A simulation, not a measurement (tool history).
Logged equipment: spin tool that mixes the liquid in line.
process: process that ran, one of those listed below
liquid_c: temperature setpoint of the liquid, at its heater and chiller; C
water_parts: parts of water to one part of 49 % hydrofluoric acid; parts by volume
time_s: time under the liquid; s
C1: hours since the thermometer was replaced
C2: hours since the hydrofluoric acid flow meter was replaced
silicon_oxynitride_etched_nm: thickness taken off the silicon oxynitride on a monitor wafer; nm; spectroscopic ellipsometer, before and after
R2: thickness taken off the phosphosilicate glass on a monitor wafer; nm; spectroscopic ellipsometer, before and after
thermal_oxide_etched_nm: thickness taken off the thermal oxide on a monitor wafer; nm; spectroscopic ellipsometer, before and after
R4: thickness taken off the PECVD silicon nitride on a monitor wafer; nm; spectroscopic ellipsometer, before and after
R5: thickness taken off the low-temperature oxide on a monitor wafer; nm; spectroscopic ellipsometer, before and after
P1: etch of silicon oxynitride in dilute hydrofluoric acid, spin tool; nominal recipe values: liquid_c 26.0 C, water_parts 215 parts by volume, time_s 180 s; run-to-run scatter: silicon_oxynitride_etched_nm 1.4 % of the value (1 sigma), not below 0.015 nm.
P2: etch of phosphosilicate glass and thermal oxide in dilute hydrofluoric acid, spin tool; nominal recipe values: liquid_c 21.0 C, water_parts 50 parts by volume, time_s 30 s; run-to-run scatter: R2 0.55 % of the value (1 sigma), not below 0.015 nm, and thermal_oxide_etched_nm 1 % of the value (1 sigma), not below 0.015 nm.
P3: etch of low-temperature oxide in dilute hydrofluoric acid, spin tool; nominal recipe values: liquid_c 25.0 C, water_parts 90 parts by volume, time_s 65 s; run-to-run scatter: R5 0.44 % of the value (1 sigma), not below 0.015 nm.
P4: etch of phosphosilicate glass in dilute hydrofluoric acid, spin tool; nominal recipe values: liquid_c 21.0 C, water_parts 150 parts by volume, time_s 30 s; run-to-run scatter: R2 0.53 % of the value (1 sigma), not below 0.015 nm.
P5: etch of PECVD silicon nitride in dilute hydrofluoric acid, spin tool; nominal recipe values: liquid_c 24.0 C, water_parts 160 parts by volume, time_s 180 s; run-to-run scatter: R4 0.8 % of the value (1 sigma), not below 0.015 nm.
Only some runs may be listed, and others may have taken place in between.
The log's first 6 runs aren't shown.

run 7 hour=60.6 | process=P1 liquid_c=19.5 water_parts=215 time_s=180 | C1=363.2 C2=256.6 | silicon_oxynitride_etched_nm=1.42590
run 8 hour=72.0 | process=P5 liquid_c=24.0 water_parts=160 time_s=315 | C1=374.6 C2=268.0 | R4=5.9457
run 9 hour=77.6 | process=P4 liquid_c=21.0 water_parts=150 time_s=60 | C1=380.2 C2=273.6 | R2=25.2880
run 10 hour=84.3 | process=P3 liquid_c=32.0 water_parts=90 time_s=65 | C1=386.9 C2=280.3 | R5=35.047
run 11 hour=91.1 | process=P5 liquid_c=17.5 water_parts=160 time_s=180 | C1=393.7 C2=287.1 | R4=2.2101
run 12 hour=100.9 | process=P3 liquid_c=25.0 water_parts=90 time_s=120 | C1=403.5 C2=296.9 | R5=49.612
run 13 hour=107.9 | process=P2 liquid_c=21.0 water_parts=50 time_s=30 | C1=410.5 C2=303.9 | R2=104.9800 thermal_oxide_etched_nm=2.6484
run 14 hour=114.0 | process=P3 liquid_c=25.0 water_parts=135 time_s=65 | C1=416.6 C2=310.0 | R5=16.762
run 15 hour=119.7 | process=P1 liquid_c=26.0 water_parts=90 time_s=180 | C1=422.3 C2=315.7 | silicon_oxynitride_etched_nm=5.04460
run 16 hour=129.5 | process=P2 liquid_c=21.0 water_parts=75 time_s=30 | C1=432.1 C2=325.5 | R2=68.5660 thermal_oxide_etched_nm=1.7172
run 17 hour=136.9 | process=P1 liquid_c=26.0 water_parts=215 time_s=320 | C1=439.5 C2=332.9 | silicon_oxynitride_etched_nm=3.44020
-- hour=143.9 hydrofluoric acid flow meter replaced
run 18 hour=145.3 | process=P1 liquid_c=26.0 water_parts=215 time_s=180 | C1=447.9 C2=1.5 | silicon_oxynitride_etched_nm=1.91630
run 19 hour=155.8 | process=P5 liquid_c=24.0 water_parts=80 time_s=180 | C1=458.4 C2=12.0 | R4=6.6382
run 20 hour=164.6 | process=P1 liquid_c=21.0 water_parts=215 time_s=100 | C1=467.2 C2=20.8 | silicon_oxynitride_etched_nm=0.88628
run 21 hour=171.2 | process=P2 liquid_c=17.0 water_parts=50 time_s=30 | C1=473.8 C2=27.4 | R2=89.1990 thermal_oxide_etched_nm=2.2853
run 22 hour=179.0 | process=P3 liquid_c=25.0 water_parts=90 time_s=65 | C1=481.6 C2=35.2 | R5=26.841
run 23 hour=190.6 | process=P4 liquid_c=21.0 water_parts=150 time_s=30 | C1=493.2 C2=46.8 | R2=12.5320

What does the tool deliver on the next run?
run 24 hour=200.7 | process=P4 liquid_c=21.0 water_parts=240 time_s=30 | C1=503.3 C2=56.9 | R2=?

For run 24 the tool returned R2 7.1966 nm.
